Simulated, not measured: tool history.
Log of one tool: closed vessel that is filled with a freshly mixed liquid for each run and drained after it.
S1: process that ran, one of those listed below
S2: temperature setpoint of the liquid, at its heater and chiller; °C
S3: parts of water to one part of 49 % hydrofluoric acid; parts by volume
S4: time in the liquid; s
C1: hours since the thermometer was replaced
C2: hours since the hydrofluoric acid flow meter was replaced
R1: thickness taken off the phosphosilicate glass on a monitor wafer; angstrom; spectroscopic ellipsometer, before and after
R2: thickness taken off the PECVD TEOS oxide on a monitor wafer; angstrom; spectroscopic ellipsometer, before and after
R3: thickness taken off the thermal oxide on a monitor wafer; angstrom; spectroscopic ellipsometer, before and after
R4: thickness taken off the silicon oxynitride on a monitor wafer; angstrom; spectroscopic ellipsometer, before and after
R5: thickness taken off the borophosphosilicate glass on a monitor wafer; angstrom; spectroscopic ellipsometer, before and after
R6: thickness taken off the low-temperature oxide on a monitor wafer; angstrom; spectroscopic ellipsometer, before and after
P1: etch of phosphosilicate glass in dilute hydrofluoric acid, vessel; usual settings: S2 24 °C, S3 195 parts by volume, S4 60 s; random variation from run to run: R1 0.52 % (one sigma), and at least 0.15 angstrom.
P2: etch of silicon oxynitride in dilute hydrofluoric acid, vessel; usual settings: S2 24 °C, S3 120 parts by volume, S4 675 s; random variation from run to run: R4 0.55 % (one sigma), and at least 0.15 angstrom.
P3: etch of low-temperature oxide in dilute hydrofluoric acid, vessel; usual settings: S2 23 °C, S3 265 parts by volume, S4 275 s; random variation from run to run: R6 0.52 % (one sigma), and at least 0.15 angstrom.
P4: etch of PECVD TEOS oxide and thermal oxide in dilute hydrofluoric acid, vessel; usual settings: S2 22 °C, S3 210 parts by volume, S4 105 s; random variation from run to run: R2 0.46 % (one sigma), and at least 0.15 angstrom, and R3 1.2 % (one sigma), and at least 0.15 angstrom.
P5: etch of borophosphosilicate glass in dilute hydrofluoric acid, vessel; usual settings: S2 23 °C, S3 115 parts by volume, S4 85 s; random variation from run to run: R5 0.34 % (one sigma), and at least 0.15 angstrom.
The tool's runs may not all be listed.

{"run": 1, "day": 0.333, "S1": "P1", "S2": 24, "S3": 195, "S4": 60, "C1": 363.8, "C2": 335.7, "R1": 542.94}
{"run": 2, "day": 0.833, "S1": "P4", "S2": 22, "S3": 210, "S4": 105, "C1": 375.8, "C2": 347.7, "R2": 58.215, "R3": 18.241}
{"run": 3, "day": 1.458, "S1": "P4", "S2": 22, "S3": 70, "S4": 105, "C1": 390.8, "C2": 362.7, "R2": 204.06, "R3": 66.327}
{"run": 4, "day": 2.004, "S1": "P2", "S2": 24, "S3": 70, "S4": 675, "C1": 403.9, "C2": 375.8, "R4": 336.49}
{"run": 5, "day": 2.371, "S1": "P1", "S2": 24, "S3": 195, "S4": 60, "C1": 412.7, "C2": 384.6, "R1": 537.8}
{"run": 6, "day": 2.788, "S1": "P1", "S2": 30.5, "S3": 75, "S4": 60, "C1": 422.7, "C2": 394.6, "R1": 2090.2}
{"run": 7, "day": 3.492, "S1": "P4", "S2": 17, "S3": 210, "S4": 105, "C1": 439.6, "C2": 411.5, "R2": 47.869, "R3": 14.876}
{"run": 8, "day": 3.846, "S1": "P2", "S2": 24, "S3": 120, "S4": 30, "C1": 448.1, "C2": 420, "R4": 8.4998}
{"run": 9, "day": 4.333, "S1": "P2", "S2": 24, "S3": 120, "S4": 675, "C1": 459.8, "C2": 431.7, "R4": 186.62}
{"run": 10, "day": 4.808, "S1": "P5", "S2": 23, "S3": 190, "S4": 85, "C1": 471.2, "C2": 443.1, "R5": 134.73}
{"run": 11, "day": 5.179, "S1": "P1", "S2": 24, "S3": 195, "S4": 60, "C1": 480.1, "C2": 452, "R1": 542.5}
{"run": 12, "day": 5.579, "S1": "P1", "S2": 17, "S3": 195, "S4": 60, "C1": 489.7, "C2": 461.6, "R1": 410.97}
{"run": 13, "day": 6.0, "S1": "P3", "S2": 23, "S3": 265, "S4": 535, "C1": 499.8, "C2": 471.7, "R6": 292.32}
{"run": 14, "day": 6.467, "S1": "P3", "S2": 23, "S3": 265, "S4": 275, "C1": 511, "C2": 482.9, "R6": 150.63}
{"run": 15, "day": 6.946, "S1": "P1", "S2": 24, "S3": 195, "S4": 60, "C1": 522.5, "C2": 494.4, "R1": 539.13}
{"run": 16, "day": 7.65, "S1": "P4", "S2": 22, "S3": 210, "S4": 175, "C1": 539.4, "C2": 511.3, "R2": 96.508, "R3": 31.104}
{"run": 17, "day": 8.354, "S1": "P3", "S2": 23, "S3": 65, "S4": 275, "C1": 556.3, "C2": 528.2, "R6": 764.21}
{"run": 18, "day": 8.721, "S1": "P1", "S2": 24, "S3": 305, "S4": 60, "C1": 565.1, "C2": 537, "R1": 309.04}
{"run": 19, "day": 9.325, "S1": "P5", "S2": 30.5, "S3": 115, "S4": 85, "C1": 579.6, "C2": 551.5, "R5": 324.24}
{"run": 20, "day": 10.067, "S1": "P1", "S2": 24, "S3": 195, "S4": 95, "C1": 597.4, "C2": 569.3, "R1": 845.15}
{"run": 21, "day": 10.438, "S1": "P3", "S2": 23, "S3": 265, "S4": 275, "C1": 606.3, "C2": 578.2, "R6": 150.03}
{"run": 22, "day": 11.075, "S1": "P2", "S2": 17.5, "S3": 120, "S4": 675, "C1": 621.6, "C2": 593.5, "R4": 138.1}
{"run": 23, "day": 11.729, "S1": "P5", "S2": 23, "S3": 115, "S4": 85, "C1": 637.3, "C2": 609.2, "R5": 242.07}
{"day": 12.112, "done": "hydrofluoric acid flow meter replaced"}
{"run": 24, "day": 12.158, "S1": "P1", "S2": 31, "S3": 195, "S4": 60, "C1": 647.6, "C2": 1.1, "R1": 699.23}
{"run": 25, "day": 12.762, "S1": "P4", "S2": 22, "S3": 210, "S4": 105, "C1": 662.1, "C2": 15.6, "R2": 58.223, "R3": 18.794}
{"run": 26, "day": 13.462, "S1": "P1", "S2": 24, "S3": 90, "S4": 60, "C1": 678.9, "C2": 32.4, "R1": 1321.5}
{"run": 27, "day": 13.962, "S1": "P1", "S2": 24, "S3": 195, "S4": 60, "C1": 690.9, "C2": 44.4, "R1": 542.17}
{"run": 28, "day": 14.533, "S1": "P1", "S2": 24, "S3": 195, "S4": 30, "C1": 704.6, "C2": 58.1, "R1": 270.04}
{"run": 29, "day": 15.008, "S1": "P3", "S2": 30, "S3": 265, "S4": 275, "C1": 716, "C2": 69.5, "R6": 192.18}
{"run": 30, "day": 15.621, "S1": "P5", "S2": 23, "S3": 115, "S4": 30, "C1": 730.7, "C2": 84.2, "R5": 85.787}
{"run": 31, "day": 15.962, "S1": "P1", "S2": 24, "S3": 195, "S4": 60, "C1": 738.9, "C2": 92.4, "R1": 537.32}
{"run": 32, "day": 16.658, "S1": "P1", "S2": 24, "S3": 195, "S4": 60, "C1": 755.6, "C2": 109.1, "R1": 540.51}
{"run": 33, "day": 17.238, "S1": "P1", "S2": 24, "S3": 195, "S4": 60, "C1": 769.5, "C2": 123, "R1": 520.07}
{"run": 34, "day": 17.775, "S1": "P1", "S2": 24, "S3": 195, "S4": 60, "C1": 782.4, "C2": 135.9, "R1": 511.99}
{"run": 35, "day": 18.492, "S1": "P1", "S2": 24, "S3": 195, "S4": 60, "C1": 799.6, "C2": 153.1, "R1": 503.67}
{"run": 36, "day": 19.054, "S1": "P1", "S2": 24, "S3": 195, "S4": 60, "C1": 813.1, "C2": 166.6, "R1": 499.74}
{"run": 37, "day": 19.692, "S1": "P1", "S2": 24, "S3": 195, "S4": 60, "C1": 828.4, "C2": 181.9, "R1": 500.59}
{"run": 38, "day": 20.296, "S1": "P1", "S2": 24, "S3": 195, "S4": 60, "C1": 842.9, "C2": 196.4, "R1": 497.71}

What P1 gives has crept away from where it was. These 2 causes fit the log equally well, each at the size given:
A: liquid colder than its thermometer reads (K) = 2.2
B: hydrofluoric acid flow below the setpoint (%) = 6.56
The creep began at about day 16.658.

4 check runs are offered, each on 2 wafers whose results are averaged, their results left as question marks. Which one tells the causes apart?
{"run": "check 1", "day": 20.9, "S1": "P4", "S2": 17.5, "S3": 210, "S4": 165, "R2": "?", "R3": "?"}
{"run": "check 2", "day": 20.9, "S1": "P5", "S2": 28.5, "S3": 185, "S4": 85, "R5": "?"}
{"run": "check 3", "day": 20.9, "S1": "P3", "S2": 23, "S3": 160, "S4": 435, "R6": "?"}
{"run": "check 4", "day": 20.9, "S1": "P2", "S2": 21, "S3": 120, "S4": 675, "R4": "?"}

What each check would give under each cause:
check=check_1 result=R2 if_A=70.143 if_B=70.608
check=check_1 result=R3 if_A=22.249 if_B=22.396
check=check_2 result=R5 if_A=157.22 if_B=156.54
check=check_3 result=R6 if_A=403.35 if_B=405.46
check=check_4 result=R4 if_A=145.89 if_B=150.72
How far apart the two closest causes lie, in the result that separates them most: check 1 0.66 %; check 2 0.43 %; check 3 0.52 %; check 4 3.26 %
Check 4 tells the causes apart: in the others they would give nearly the same result.

Then check 4 was run and gave: R4 145.75 angstrom. Which cause is it?

It is A: liquid colder than its thermometer reads (K).
